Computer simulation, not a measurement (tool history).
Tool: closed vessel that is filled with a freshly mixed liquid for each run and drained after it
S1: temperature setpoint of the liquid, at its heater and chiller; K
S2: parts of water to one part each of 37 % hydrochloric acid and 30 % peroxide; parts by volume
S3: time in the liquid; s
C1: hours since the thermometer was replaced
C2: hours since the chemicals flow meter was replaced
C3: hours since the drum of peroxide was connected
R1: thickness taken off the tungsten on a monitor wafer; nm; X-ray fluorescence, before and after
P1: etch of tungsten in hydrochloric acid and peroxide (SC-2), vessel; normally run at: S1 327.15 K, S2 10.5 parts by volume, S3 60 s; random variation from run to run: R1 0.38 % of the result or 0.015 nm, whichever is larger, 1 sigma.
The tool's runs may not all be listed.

| run | hour | S1 | S2 | S3 | C1 | C2 | C3 | R1 |
|---|---|---|---|---|---|---|---|---|
| 1 | 9.9 | 327.15 | 10.5 | 60 | 1388.5 | 876.7 | 359.2 | 17.337 |
| 2 | 18.9 | 327.15 | 10.5 | 60 | 1397.5 | 885.7 | 368.2 | 17.387 |
| 3 | 27.2 | 337.65 | 10.5 | 60 | 1405.8 | 894 | 376.5 | 33.544 |
| 4 | 35.1 | 314.15 | 10.5 | 60 | 1413.7 | 901.9 | 384.4 | 7.2323 |
| 5 | 41.5 | 327.15 | 4 | 60 | 1420.1 | 908.3 | 390.8 | 36.174 |
| 6 | 51.7 | 327.15 | 17.5 | 110 | 1430.3 | 918.5 | 401 | 20.353 |
| 7 | 61.9 | 336.65 | 10.5 | 35 | 1440.5 | 928.7 | 411.2 | 18.542 |
| 8 | 67.7 | 327.15 | 10.5 | 115 | 1446.3 | 934.5 | 417 | 33.172 |
| 9 | 73.3 | 327.15 | 10.5 | 60 | 1451.9 | 940.1 | 422.6 | 17.354 |
| 10 | 79.9 | 327.15 | 10.5 | 60 | 1458.5 | 946.7 | 429.2 | 17.331 |
| 11 | 87 | 327.15 | 10.5 | 60 | 1465.6 | 953.8 | 436.3 | 17.252 |
| 12 | 94.2 | 327.15 | 17 | 60 | 1472.8 | 961 | 443.5 | 11.422 |
| 13 | 101.5 | 327.15 | 10.5 | 30 | 1480.1 | 968.3 | 450.8 | 8.6723 |
| 14 | 109.1 | 327.15 | 10.5 | 60 | 1487.7 | 975.9 | 458.4 | 17.35 |
| 15 | 114.4 | 327.15 | 10.5 | 60 | 1493 | 981.2 | 463.7 | 17.884 |
| 16 | 123 | 327.15 | 10.5 | 60 | 1501.6 | 989.8 | 472.3 | 18.446 |
| 17 | 128.1 | 327.15 | 10.5 | 60 | 1506.7 | 994.9 | 477.4 | 18.5 |
| 18 | 135.3 | 327.15 | 10.5 | 60 | 1513.9 | 1002.1 | 484.6 | 18.581 |
| 19 | 144.6 | 327.15 | 10.5 | 60 | 1523.2 | 1011.4 | 493.9 | 18.689 |
| 20 | 155 | 327.15 | 10.5 | 60 | 1533.6 | 1021.8 | 504.3 | 18.815 |

What P1 gives has crept away from where it was. These 2 causes fit the log equally well, each at the size given:
A: liquid hotter than its thermometer reads (K) = 1.22
B: chemicals flow above the setpoint (%) = 9.88
The creep began at about hour 109.1.
Why every other cause is out:
peroxide weaker than its label (%): at most 8, which would move R1 by -7.4 %: too little, or the wrong way

4 check runs are offered, each on 2 wafers whose results are averaged, their results left as question marks. Which one tells the causes apart?
| check 1 | 165.4 | 318.65 | 4 | 60 |  |  |  | ? |
| check 2 | 165.4 | 315.65 | 10.5 | 95 |  |  |  | ? |
| check 3 | 165.4 | 318.15 | 16 | 60 |  |  |  | ? |
| check 4 | 165.4 | 327.15 | 16 | 30 |  |  |  | ? |

What each check would give under each cause:
| check | result | if A | if B |
|---|---|---|---|
| check 1 | R1 | 22.225 | 21.753 |
| check 2 | R1 | 13.745 | 13.657 |
| check 3 | R1 | 7.1601 | 7.1581 |
| check 4 | R1 | 6.5072 | 6.5349 |
How far apart the two closest causes lie, in the result that separates them most: check 1 2.15 %; check 2 0.64 %; check 3 0.03 %; check 4 0.42 %
Check 1 tells the causes apart: in the others they would give nearly the same result.

Check 1 was then run and gave: R1 22.301 nm. Which cause is it?

It is A: liquid hotter than its thermometer reads (K).
